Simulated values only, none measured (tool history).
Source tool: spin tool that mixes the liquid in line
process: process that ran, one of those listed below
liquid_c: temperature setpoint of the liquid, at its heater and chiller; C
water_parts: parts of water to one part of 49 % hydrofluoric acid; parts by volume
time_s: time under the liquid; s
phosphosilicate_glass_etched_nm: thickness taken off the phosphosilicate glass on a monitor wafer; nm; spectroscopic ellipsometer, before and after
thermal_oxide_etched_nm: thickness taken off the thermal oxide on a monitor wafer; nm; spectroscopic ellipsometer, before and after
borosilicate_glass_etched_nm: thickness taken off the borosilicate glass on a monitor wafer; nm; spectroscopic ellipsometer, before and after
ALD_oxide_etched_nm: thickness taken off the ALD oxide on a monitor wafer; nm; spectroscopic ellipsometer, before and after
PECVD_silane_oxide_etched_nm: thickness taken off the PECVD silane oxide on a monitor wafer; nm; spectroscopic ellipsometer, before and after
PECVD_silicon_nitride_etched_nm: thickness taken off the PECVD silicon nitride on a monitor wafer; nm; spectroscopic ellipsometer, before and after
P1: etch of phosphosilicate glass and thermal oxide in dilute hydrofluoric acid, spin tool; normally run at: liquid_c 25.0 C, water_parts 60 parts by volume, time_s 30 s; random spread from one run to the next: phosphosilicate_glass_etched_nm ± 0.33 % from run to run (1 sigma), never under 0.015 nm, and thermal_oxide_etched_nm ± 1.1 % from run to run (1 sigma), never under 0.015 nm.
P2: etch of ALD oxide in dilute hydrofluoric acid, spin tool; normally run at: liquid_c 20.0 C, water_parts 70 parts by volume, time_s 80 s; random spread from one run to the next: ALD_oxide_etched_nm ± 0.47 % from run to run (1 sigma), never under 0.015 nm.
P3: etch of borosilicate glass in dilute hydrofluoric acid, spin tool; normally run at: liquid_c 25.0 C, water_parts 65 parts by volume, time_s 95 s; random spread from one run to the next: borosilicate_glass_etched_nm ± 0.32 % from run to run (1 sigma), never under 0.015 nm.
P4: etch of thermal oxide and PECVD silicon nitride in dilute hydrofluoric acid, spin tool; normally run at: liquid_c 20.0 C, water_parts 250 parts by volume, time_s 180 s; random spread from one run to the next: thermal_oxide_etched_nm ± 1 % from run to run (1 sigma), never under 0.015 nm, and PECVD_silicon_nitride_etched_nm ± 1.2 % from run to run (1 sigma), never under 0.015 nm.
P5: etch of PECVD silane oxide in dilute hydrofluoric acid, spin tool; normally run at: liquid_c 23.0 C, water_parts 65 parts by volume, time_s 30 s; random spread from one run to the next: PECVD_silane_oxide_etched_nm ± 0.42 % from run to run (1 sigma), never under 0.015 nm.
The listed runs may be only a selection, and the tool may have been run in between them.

run   hour  process  liquid_c  water_parts  time_s  phosphosilicate_glass_etched_nm  thermal_oxide_etched_nm  borosilicate_glass_etched_nm  ALD_oxide_etched_nm  PECVD_silane_oxide_etched_nm  PECVD_silicon_nitride_etched_nm
  1   10.0       P1      25.0           60      30                          106.450                   2.5134
  2   16.6       P1      25.0           60      15                           53.568                   1.2733
  3   26.4       P3      25.0           20      95                                                                                 186.710
  4   33.3       P1      25.0           60      30                          106.890                   2.4835
  5   40.0       P2      17.0           70      80                                                                                                       18.122
  6   48.3       P5      23.0           35      30                                                                                                                                    28.8810
  7   55.5       P1      31.5           60      30                          138.970                   3.2830
  8   65.0       P1      25.0           60      30                          106.850                   2.4936
  9   69.8       P4      20.0          250      75                                                    1.1312                                                                                                           0.73708
 10   78.8       P3      33.0           65      95                                                                                  74.286
 11   86.5       P3      25.0           65      20                                                                                  11.471
 12   91.5       P1      25.0           60      30                          106.840                   2.4962
 13  101.6       P4      20.0          440     180                                                    1.2586                                                                                                           1.04390
     102.9  -- thermometer replaced
 14  108.6       P1      25.0           60      30                          107.660                   2.4610
 15  118.8       P1      25.0           30      60                          443.080                  10.4330
 16  126.3       P2      20.0           70      80                                                                                                       20.545
 17  133.0       P3      25.0           65      95                                                                                  54.153
 18  141.4       P4      20.0          250     180                                                    2.5943                                                                                                           1.80450
 19  148.7       P1      17.5           60      50                          131.170                   3.0319
 20  155.4       P5      31.0           65      30                                                                                                                                    20.3270
 21  164.6       P2      20.0           70     145                                                                                                       37.078
 22  170.8       P1      25.0           60      45                          160.590                   3.7150
 23  181.0       P2      20.0           20      80                                                                                                       76.410
 24  186.8       P3      25.0           65      95                                                                                  54.384
 25  195.6       P1      19.5           60      30                           85.052                   2.0039
 26  203.6       P5      23.0           65      15                                                                                                                                     7.5184
 27  211.4       P1      25.0           35      30                          189.810                   4.4448
 28  216.3       P1      25.0           85      30                           73.235                   1.7450
 29  222.3       P4      17.0          250     180                                                    2.4072                                                                                                           1.46340
 30  232.4       P5      23.0           65      30                                                                                                                                    15.0630
 31  239.0       P1      25.0           60      30                          106.970                   2.4917
 32  247.0       P1      25.0           60      30                          111.690                   2.5946
 33  252.1       P1      25.0           60      30                          113.400                   2.6326
 34  262.0       P1      25.0           60      30                          114.980                   2.7385
 35  270.8       P1      25.0           60      30                          116.750                   2.6695
 36  281.3       P1      25.0           60      30                          117.190                   2.7392
 37  286.7       P1      25.0           60      30                          116.980                   2.7367
 38  291.4       P1      25.0           60      30                          116.970                   2.7171

The log shows P1 creeping away from where it was. Any of the 2 causes listed here, at the size stated for it, fits the log just as well as the others:
A: hydrofluoric acid flow above the setpoint (%) = 8.8
B: liquid hotter than its thermometer reads (K) = 2.27
The creep began at about hour 239.0.

The list below offers 4 check runs, each averaging the results of 3 wafers, and shows each result as a question mark. For which of them would the listed causes give clearly different results?
check 1  296.1       P2      20.0           70      80                                                                                                            ?
check 2  296.1       P5      23.0           65      30                                                                                                                                          ?
check 3  296.1       P4      20.0          250     180                                                         ?                                                                                                                 ?
check 4  296.1       P3      25.0           65      95                                                                                       ?

If the cause were each of the candidates in turn, the checks would give the following:
  check                           result     if A     if B
check 1              ALD_oxide_etched_nm   22.543   22.617
check 2     PECVD_silane_oxide_etched_nm  16.4020  16.4210
check 3          thermal_oxide_etched_nm   2.9083   2.8526
check 3  PECVD_silicon_nitride_etched_nm  1.93470  2.06080
check 4     borosilicate_glass_etched_nm   59.652   59.610
Smallest distance between any two causes, each pair judged by its most separating result, in per cent: check 1 0.32 %; check 2 0.11 %; check 3 6.31 %; check 4 0.07 %
Of the check runs offered, only check 3 discriminates between the causes; the rest would read about the same regardless of which cause applies.

Check 3 was then run and gave: thermal_oxide_etched_nm 2.8919 nm; PECVD_silicon_nitride_etched_nm 1.90590 nm. Which cause is it?

Of the candidate causes, it is A: hydrofluoric acid flow above the setpoint (%).
